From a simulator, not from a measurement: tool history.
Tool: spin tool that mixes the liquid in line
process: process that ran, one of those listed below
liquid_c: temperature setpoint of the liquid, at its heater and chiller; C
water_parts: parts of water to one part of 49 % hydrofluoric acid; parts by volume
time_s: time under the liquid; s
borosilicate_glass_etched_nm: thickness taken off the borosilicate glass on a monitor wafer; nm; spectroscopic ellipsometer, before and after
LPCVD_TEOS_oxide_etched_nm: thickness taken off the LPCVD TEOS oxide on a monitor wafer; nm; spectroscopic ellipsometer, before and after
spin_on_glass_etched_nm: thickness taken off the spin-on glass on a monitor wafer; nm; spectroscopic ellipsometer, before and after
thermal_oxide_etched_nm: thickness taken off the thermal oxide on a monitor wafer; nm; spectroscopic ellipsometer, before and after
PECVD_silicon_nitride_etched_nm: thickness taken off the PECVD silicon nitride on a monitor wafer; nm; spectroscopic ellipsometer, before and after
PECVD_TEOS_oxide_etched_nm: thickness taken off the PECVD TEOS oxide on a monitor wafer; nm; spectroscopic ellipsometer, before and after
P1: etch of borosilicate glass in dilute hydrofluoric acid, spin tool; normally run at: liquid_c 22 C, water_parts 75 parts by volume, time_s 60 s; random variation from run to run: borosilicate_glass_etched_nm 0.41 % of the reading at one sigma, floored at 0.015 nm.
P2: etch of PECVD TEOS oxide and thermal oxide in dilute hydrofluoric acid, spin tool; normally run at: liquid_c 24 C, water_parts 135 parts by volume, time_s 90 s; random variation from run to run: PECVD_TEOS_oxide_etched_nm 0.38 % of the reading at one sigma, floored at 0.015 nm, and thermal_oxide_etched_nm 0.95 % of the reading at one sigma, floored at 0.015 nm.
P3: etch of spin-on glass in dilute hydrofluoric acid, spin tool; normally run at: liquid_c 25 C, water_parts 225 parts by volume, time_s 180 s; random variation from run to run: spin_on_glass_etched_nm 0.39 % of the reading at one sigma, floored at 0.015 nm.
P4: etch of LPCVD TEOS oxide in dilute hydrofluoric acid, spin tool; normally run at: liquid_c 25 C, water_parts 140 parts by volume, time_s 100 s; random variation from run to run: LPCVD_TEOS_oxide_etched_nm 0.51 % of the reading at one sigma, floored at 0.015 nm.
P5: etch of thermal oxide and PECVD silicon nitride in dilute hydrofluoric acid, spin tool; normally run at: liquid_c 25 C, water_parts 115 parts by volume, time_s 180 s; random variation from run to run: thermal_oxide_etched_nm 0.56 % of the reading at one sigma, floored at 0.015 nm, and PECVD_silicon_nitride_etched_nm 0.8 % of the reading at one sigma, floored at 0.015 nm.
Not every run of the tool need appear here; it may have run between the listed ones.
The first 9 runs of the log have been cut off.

run	day	process	liquid_c	water_parts	time_s	borosilicate_glass_etched_nm	LPCVD_TEOS_oxide_etched_nm	spin_on_glass_etched_nm	thermal_oxide_etched_nm	PECVD_silicon_nitride_etched_nm	PECVD_TEOS_oxide_etched_nm
10	6.596	P1	22	75	60	19.145					
11	7.088	P2	24	135	25				0.80664		2.5395
12	7.488	P1	22	75	60	19.116					
13	7.9	P5	20.5	115	180				6.2434	2.483	
14	8.675	P2	24	135	90				2.8837		9.0577
15	9.058	P1	22	75	95	30.384					
16	9.425	P1	22	110	60	12.476					
17	10.025	P4	25	140	100		38.461				
18	10.725	P5	25	115	330				13.78	5.9634	
19	11.508	P1	17	75	60	15.633					
20	12.233	P1	22	75	60	19.082					
21	12.929	P2	24	20	90				22.299		71.262
22	13.462	P1	29.5	130	60	13.764					
23	13.883	P2	17	135	90				2.1836		6.8957
24	14.642	P1	22	40	60	37.649					
25	15.212	P2	24	135	90				2.8757		9.166
26	15.579	P5	25	115	180				7.4356	3.2929	
27	16.046	P3	25	225	180			19.456			
28	16.496	P4	25	140	155		59.909				
29	16.846	P3	18	225	180			14.941			
30	17.521	P1	22	75	60	19.107					
31	18.058	P3	25	225	80			8.6239			
32	18.742	P3	25	115	180			43.085			
33	19.183	P5	25	210	180				3.64	1.7984	

Predict the results of run 34:
34	19.908	P1	28.5	75	60	?					

borosilicate_glass_etched_nm: 24.819 nm
